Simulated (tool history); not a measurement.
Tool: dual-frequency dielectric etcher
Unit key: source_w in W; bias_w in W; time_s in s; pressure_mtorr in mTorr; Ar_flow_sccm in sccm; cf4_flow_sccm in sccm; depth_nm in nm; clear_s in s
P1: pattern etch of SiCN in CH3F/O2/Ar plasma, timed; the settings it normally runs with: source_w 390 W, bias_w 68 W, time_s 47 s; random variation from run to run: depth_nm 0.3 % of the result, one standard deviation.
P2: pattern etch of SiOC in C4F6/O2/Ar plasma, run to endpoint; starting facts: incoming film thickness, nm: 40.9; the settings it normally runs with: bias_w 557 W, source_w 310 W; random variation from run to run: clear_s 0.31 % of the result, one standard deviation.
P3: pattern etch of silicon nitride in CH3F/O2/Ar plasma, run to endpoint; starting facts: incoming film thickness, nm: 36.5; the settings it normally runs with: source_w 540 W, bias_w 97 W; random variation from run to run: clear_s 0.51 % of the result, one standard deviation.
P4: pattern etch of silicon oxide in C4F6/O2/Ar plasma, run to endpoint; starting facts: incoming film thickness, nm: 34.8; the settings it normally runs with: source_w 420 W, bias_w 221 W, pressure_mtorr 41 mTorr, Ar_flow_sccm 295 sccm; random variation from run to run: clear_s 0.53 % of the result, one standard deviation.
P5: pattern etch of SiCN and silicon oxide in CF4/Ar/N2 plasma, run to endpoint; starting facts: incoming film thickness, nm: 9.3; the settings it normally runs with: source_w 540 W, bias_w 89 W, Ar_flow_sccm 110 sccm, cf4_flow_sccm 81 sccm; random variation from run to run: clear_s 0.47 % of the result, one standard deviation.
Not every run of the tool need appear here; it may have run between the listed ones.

run   hour  process  source_w  bias_w  time_s  pressure_mtorr  Ar_flow_sccm  cf4_flow_sccm  depth_nm  clear_s
  1    8.2       P1       390      68      47                                                 17.298
  2     17       P4       420     275                      41           295                            9.5916
  3   30.5       P2       310     557                                                                  15.043
  4   41.8       P4       420     221                      41           295                            10.365
  5   56.5       P1       390      44      47                                                 15.009
  6   71.1       P1       530      68      47                                                 19.428
  7   86.1       P1       390      89      47                                                 18.976
  8   96.5       P2       310     451                                                                  16.415
  9  103.8       P2       430     557                                                                  13.383
 10  115.8       P3       540     131                                                                  38.501
 11  131.9       P1       390      68      47                                                 17.275
 12  145.9       P3       540      97                                                                  42.581
 13  162.3       P5       540      89                                   110            106             7.9613
 14  174.7       P1       480      85      47                                                 20.168
 15  182.6       P1       390      68      47                                                  17.26
 16  192.3       P4       420     221                      41           373                            10.602
       194  -- bias power generator calibrated
 17  201.8       P1       250      68      47                                                  14.54
 18  214.7       P1       390      68    35.5                                                 13.046
 19    228       P1       390      68      60                                                 22.004
 20  240.6       P5       310      89                                   110             81             13.524
     247.6  -- source power generator calibrated
 21  253.4       P1       390      68      47                                                 17.278
 22  266.5       P3       330      97                                                                  51.549
 23  283.3       P2       310     557                                                                  15.152
 24  292.1       P4       290     221                      41           295                            11.911
 25  305.5       P5       540      89                                   110             81             8.3752
 26  314.5       P4       420     221                      41           295                            10.342
 27  322.6       P5       540     124                                   110             81             7.4405
 28  335.6       P5       540      89                                    81             81             7.9937
 29  344.5       P1       390      68      47                                                 17.254
 30  355.4       P4       420     221                      26           295                            9.7375
 31  371.5       P1       390      68      47                                                 17.251
 32  379.9       P1       390      68      47                                                 17.218
 33    389       P1       390      68      47                                                 17.182
 34  404.5       P1       390      68      47                                                 17.122
 35  418.6       P1       390      68      47                                                 17.143
 36    428       P1       390      68      47                                                 16.968
 37  438.4       P1       390      68      47                                                  17.18
     446.2  -- wet clean of the chamber
 38    448       P1       390      68      47                                                 16.996
 39  457.4       P1       390      68      47                                                 17.065
 40  471.5       P1       390      68      47                                                 17.079
 41  482.9       P1       390      68      47                                                 16.989
 42    499       P1       390      68      47                                                  17.07

Something has made what P1 gives creep away from where it was; the 2 causes below, each at its own stated size, fit the log equally well:
A: bias power that arrives under what is set, % = 4.24
B: source power that arrives under what is set, % = 3.92
Creep in the process output first set in at about hour 371.5.
All other causes, with the reason each is excluded:
chamber walls in a state that lowers the etch rate, %: serviced at hour 446.2, which brought nothing back

The list below offers 4 check runs, each averaging the results of 3 wafers, and shows each result as a question mark. For which of them would the listed causes give clearly different results?
check 1  515.1       P3       540     112                                                                       ?
check 2  515.1       P2       360     557                                                                       ?
check 3  515.1       P4       330     221                      41           295                                 ?
check 4  515.1       P5       320      89                                   110            100                  ?

Outcome of each check run for each possible cause:
  check   result    if A    if B
check 1  clear_s   41.32  41.279
check 2  clear_s  14.491  14.465
check 3  clear_s   11.51   11.52
check 4  clear_s  13.065  13.331
Separation of the two closest causes in each check, using whichever result separates them best: check 1 0.1 %; check 2 0.18 %; check 3 0.09 %; check 4 2.01 %
Only in check 4 would the causes give clearly different results; in the remaining checks their results would be nearly the same.

Then check 4 was run and gave: clear_s 13.046 s. Which cause is it?

It was cause A: bias power that arrives under what is set, %.

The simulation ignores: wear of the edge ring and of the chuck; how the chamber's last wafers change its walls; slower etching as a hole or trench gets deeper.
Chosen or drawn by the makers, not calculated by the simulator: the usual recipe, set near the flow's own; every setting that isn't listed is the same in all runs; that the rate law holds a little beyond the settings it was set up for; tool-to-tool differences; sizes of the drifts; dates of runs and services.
